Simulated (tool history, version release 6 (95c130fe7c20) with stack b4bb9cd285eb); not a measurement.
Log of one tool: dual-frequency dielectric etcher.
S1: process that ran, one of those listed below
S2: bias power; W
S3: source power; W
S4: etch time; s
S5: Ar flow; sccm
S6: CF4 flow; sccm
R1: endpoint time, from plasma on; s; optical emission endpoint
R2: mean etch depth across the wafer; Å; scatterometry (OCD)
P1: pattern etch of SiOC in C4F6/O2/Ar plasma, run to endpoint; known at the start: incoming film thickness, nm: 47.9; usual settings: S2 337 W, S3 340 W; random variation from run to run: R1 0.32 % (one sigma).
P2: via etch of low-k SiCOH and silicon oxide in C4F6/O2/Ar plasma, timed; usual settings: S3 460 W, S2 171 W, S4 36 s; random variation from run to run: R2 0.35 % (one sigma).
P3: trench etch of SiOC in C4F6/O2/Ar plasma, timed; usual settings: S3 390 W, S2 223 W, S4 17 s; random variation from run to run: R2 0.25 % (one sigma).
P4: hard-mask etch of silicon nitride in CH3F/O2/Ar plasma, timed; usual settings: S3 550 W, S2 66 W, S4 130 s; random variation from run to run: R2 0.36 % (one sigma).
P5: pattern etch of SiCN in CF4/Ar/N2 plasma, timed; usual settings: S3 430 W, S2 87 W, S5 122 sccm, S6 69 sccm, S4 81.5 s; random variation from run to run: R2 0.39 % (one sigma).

Run 1, hour 9.6: S1 P1, S2 337 W, S3 340 W. Result: R1 20.338 s.
Run 2, hour 16.4: S1 P3, S2 173 W, S3 390 W, S4 17 s. Result: R2 338.23 Å.
Run 3, hour 23: S1 P1, S2 337 W, S3 460 W. Result: R1 18.116 s.
Run 4, hour 31.3: S1 P1, S2 423 W, S3 400 W. Result: R1 17.724 s.
Run 5, hour 40.8: S1 P1, S2 337 W, S3 340 W. Result: R1 20.344 s.
Run 6, hour 47.7: S1 P5, S2 87 W, S3 430 W, S4 81.5 s, S5 122 sccm, S6 69 sccm. Result: R2 706.7 Å.
Run 7, hour 54.9: S1 P5, S2 87 W, S3 430 W, S4 81.5 s, S5 122 sccm, S6 84 sccm. Result: R2 727.89 Å.
Run 8, hour 66.4: S1 P4, S2 66 W, S3 550 W, S4 85.5 s. Result: R2 662.46 Å.
Run 9, hour 75.9: S1 P1, S2 458 W, S3 340 W. Result: R1 18.171 s.
Run 10, hour 83.1: S1 P3, S2 223 W, S3 390 W, S4 23.5 s. Result: R2 506.65 Å.
Run 11, hour 97.8: S1 P3, S2 223 W, S3 390 W, S4 17 s. Result: R2 366.41 Å.
Run 12, hour 105.5: S1 P1, S2 337 W, S3 340 W. Result: R1 20.446 s.
Run 13, hour 117.5: S1 P1, S2 337 W, S3 340 W. Result: R1 20.466 s.
Run 14, hour 132.1: S1 P4, S2 66 W, S3 550 W, S4 130 s. Result: R2 1017.4 Å.
Run 15, hour 141.9: S1 P2, S2 206 W, S3 460 W, S4 36 s. Result: R2 1044.5 Å.
Run 16, hour 152.6: S1 P5, S2 64 W, S3 430 W, S4 81.5 s, S5 122 sccm, S6 69 sccm. Result: R2 634.81 Å.
Run 17, hour 162.4: S1 P3, S2 223 W, S3 390 W, S4 17 s. Result: R2 366.57 Å.
Run 18, hour 172.3: S1 P1, S2 222 W, S3 340 W. Result: R1 23.543 s.
Run 19, hour 179: S1 P1, S2 337 W, S3 210 W. Result: R1 24.498 s.
Run 20, hour 192.6: S1 P1, S2 207 W, S3 460 W. Result: R1 21.453 s.
Run 21, hour 206.3: S1 P1, S2 337 W, S3 340 W. Result: R1 20.457 s.
Run 22, hour 214.7: S1 P1, S2 455 W, S3 210 W. Result: R1 21.824 s.
Run 23, hour 224.6: S1 P5, S2 87 W, S3 560 W, S4 81.5 s, S5 122 sccm, S6 69 sccm. Result: R2 895.55 Å.
Run 24, hour 232.7: S1 P3, S2 223 W, S3 530 W, S4 17 s. Result: R2 411.75 Å.
Run 25, hour 246: S1 P5, S2 87 W, S3 430 W, S4 81.5 s, S5 89 sccm, S6 69 sccm. Result: R2 740.59 Å.
Run 26, hour 252.5: S1 P2, S2 171 W, S3 460 W, S4 23 s. Result: R2 626.8 Å.
Run 27, hour 265.8: S1 P1, S2 337 W, S3 340 W. Result: R1 20.377 s.
Run 28, hour 273.4: S1 P1, S2 337 W, S3 340 W. Result: R1 20.464 s.
Run 29, hour 283.4: S1 P4, S2 66 W, S3 340 W, S4 130 s. Result: R2 843.49 Å.
Run 30, hour 295.2: S1 P5, S2 87 W, S3 430 W, S4 115 s, S5 122 sccm, S6 69 sccm. Result: R2 997.61 Å.
Run 31, hour 309.7: S1 P4, S2 51 W, S3 550 W, S4 130 s. Result: R2 934.18 Å.
Run 32, hour 321.8: S1 P2, S2 171 W, S3 460 W, S4 36 s. Result: R2 974.51 Å.
Run 33, hour 335.3: S1 P2, S2 171 W, S3 330 W, S4 36 s. Result: R2 860.38 Å.

Forecast run 34:
Run 34, hour 342.5: S1 P1, S2 337 W, S3 340 W. Result: R1 ?.

{"run 34": {"R1": 20.389}}
